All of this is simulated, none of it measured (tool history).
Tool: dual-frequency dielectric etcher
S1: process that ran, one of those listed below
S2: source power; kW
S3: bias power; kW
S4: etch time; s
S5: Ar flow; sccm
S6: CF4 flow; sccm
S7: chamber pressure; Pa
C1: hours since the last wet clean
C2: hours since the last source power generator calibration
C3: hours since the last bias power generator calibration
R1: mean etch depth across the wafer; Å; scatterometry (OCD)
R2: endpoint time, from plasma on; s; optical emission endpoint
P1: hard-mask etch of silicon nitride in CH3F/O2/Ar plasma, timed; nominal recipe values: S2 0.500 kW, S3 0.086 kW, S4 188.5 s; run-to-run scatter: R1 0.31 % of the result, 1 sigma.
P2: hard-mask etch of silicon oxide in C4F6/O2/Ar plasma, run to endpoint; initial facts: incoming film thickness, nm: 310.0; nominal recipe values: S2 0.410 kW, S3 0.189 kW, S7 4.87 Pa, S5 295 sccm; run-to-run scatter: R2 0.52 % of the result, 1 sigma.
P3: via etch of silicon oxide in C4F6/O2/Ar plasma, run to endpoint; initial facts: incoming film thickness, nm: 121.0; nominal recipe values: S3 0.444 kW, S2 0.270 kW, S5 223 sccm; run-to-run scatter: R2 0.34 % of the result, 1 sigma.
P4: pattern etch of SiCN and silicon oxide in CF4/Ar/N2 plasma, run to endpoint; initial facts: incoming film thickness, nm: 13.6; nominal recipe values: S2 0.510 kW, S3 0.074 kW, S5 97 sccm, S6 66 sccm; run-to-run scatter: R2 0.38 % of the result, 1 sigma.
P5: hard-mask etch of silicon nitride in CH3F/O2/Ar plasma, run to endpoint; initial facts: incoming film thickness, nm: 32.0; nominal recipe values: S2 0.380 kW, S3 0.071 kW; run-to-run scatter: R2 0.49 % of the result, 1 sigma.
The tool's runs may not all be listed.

run,hour,S1,S2,S3,S4,S5,S6,S7,C1,C2,C3,R1,R2
1,8.1,P1,0.500,0.086,188.5,,,,228.5,1531.1,2294.8,1500.60,
2,12.5,P3,0.270,0.298,,223,,,232.9,1535.5,2299.2,,36.362
3,19.3,P4,0.510,0.074,,125,66,,239.7,1542.3,2306.0,,14.207
4,26.2,P1,0.500,0.118,188.5,,,,246.6,1549.2,2312.9,1693.00,
5,34.3,P1,0.370,0.086,125.0,,,,254.7,1557.3,2321.0,891.16,
6,38.6,P1,0.500,0.086,188.5,,,,259.0,1561.6,2325.3,1507.30,
7,46.1,P2,0.410,0.189,,238,,4.87,266.5,1569.1,2332.8,,97.665
8,53.9,P5,0.380,0.071,,,,,274.3,1576.9,2340.6,,46.951
9,59.1,P1,0.350,0.086,188.5,,,,279.5,1582.1,2345.8,1319.70,
10,66.5,P1,0.500,0.086,188.5,,,,286.9,1589.5,2353.2,1509.10,
11,73.4,P1,0.340,0.060,188.5,,,,293.8,1596.4,2360.1,1150.80,
12,78.6,P4,0.510,0.074,,97,66,,299.0,1601.6,2365.3,,13.598
13,84.1,P4,0.510,0.074,,97,54,,304.5,1607.1,2370.8,,13.983
14,90.2,P1,0.500,0.063,188.5,,,,310.6,1613.2,2376.9,1355.00,
15,95.1,P2,0.410,0.136,,295,,4.87,315.5,1618.1,2381.8,,110.490
16,102.5,P1,0.500,0.086,188.5,,,,322.9,1625.5,2389.2,1503.20,
17,107.5,P4,0.510,0.045,,97,66,,327.9,1630.5,2394.2,,15.857
18,115.4,P3,0.270,0.444,,223,,,335.8,1638.4,2402.1,,31.582
19,119.7,P3,0.270,0.444,,223,,,340.1,1642.7,2406.4,,31.607
20,123.6,P1,0.500,0.086,103.5,,,,344.0,1646.6,2410.3,826.61,
21,127.9,P2,0.410,0.189,,295,,4.87,348.3,1650.9,2414.6,,100.520
22,133.5,P5,0.290,0.071,,,,,353.9,1656.5,2420.2,,50.790
23,139.2,P1,0.650,0.086,188.5,,,,359.6,1662.2,2425.9,1657.80,
# hour 140.1: wet clean of the chamber
24,144.8,P2,0.410,0.189,,295,,6.67,4.7,1667.8,2431.5,,104.660
25,151.3,P3,0.270,0.444,,177,,,11.2,1674.3,2438.0,,30.526
26,160.3,P5,0.380,0.071,,,,,20.2,1683.3,2447.0,,46.386
# hour 161.3: bias power generator calibrated
27,166.8,P1,0.500,0.086,188.5,,,,26.7,1689.8,5.5,1498.20,
28,171.8,P5,0.380,0.057,,,,,31.7,1694.8,10.5,,49.834
29,177.5,P3,0.350,0.444,,223,,,37.4,1700.5,16.2,,28.681
30,184.4,P2,0.500,0.189,,295,,4.87,44.3,1707.4,23.1,,93.645
31,189.2,P1,0.500,0.121,234.0,,,,49.1,1712.2,27.9,2122.40,
32,197.0,P1,0.500,0.086,239.5,,,,56.9,1720.0,35.7,1911.30,
33,203.3,P4,0.650,0.074,,97,66,,63.2,1726.3,42.0,,10.904
34,209.5,P1,0.500,0.086,188.5,,,,69.4,1732.5,48.2,1514.20,
35,217.0,P1,0.500,0.086,188.5,,,,76.9,1740.0,55.7,1501.80,
36,224.0,P1,0.500,0.086,188.5,,,,83.9,1747.0,62.7,1489.20,
37,228.6,P1,0.500,0.086,188.5,,,,88.5,1751.6,67.3,1480.20,
# hour 231.9: wet clean of the chamber
38,236.0,P1,0.500,0.086,188.5,,,,4.2,1759.0,74.7,1483.60,
39,242.3,P1,0.500,0.086,188.5,,,,10.5,1765.3,81.0,1478.30,
40,251.1,P1,0.500,0.086,188.5,,,,19.3,1774.1,89.8,1480.80,

Compared with where it was, what P1 gives has crept away. Each cause listed below fits the log as well as the rest, at the size given for it:
A: bias power that arrives under what is set, % = 4.35
B: source power that arrives under what is set, % = 4.04
The onset of the drift is placed at about hour 209.5.
The rest of the possible causes, and what rules out each one:
chamber walls in a state that lowers the etch rate, %: maintenance at hour 231.9, after the shift began, did not return the process to its former output

You are offered 4 check runs, listed below with question marks in place of their results; each one averages 2 wafers. Which run separates the listed causes by giving clearly different results for each?
check 1,259.9,P3,0.270,0.444,,223,,,,,,,?
check 2,259.9,P4,0.510,0.074,,97,66,,,,,,?
check 3,259.9,P2,0.410,0.189,,295,,4.87,,,,,?
check 4,259.9,P5,0.380,0.071,,,,,,,,,?

Outcome of each check run for each possible cause:
check,result,if A,if B
check 1,R2,32.041,31.995
check 2,R2,13.728,14.025
check 3,R2,101.490,101.690
check 4,R2,47.085,47.107
Per-check spread between the two closest causes, in the result where they differ most: check 1 0.14 %; check 2 2.14 %; check 3 0.19 %; check 4 0.05 %
Check 2 tells the causes apart: in the others they would give nearly the same result.

The results of check 2 are: R2 14.024 s. Based on these, which of the listed causes is it?

B is the cause: source power that arrives under what is set, %.
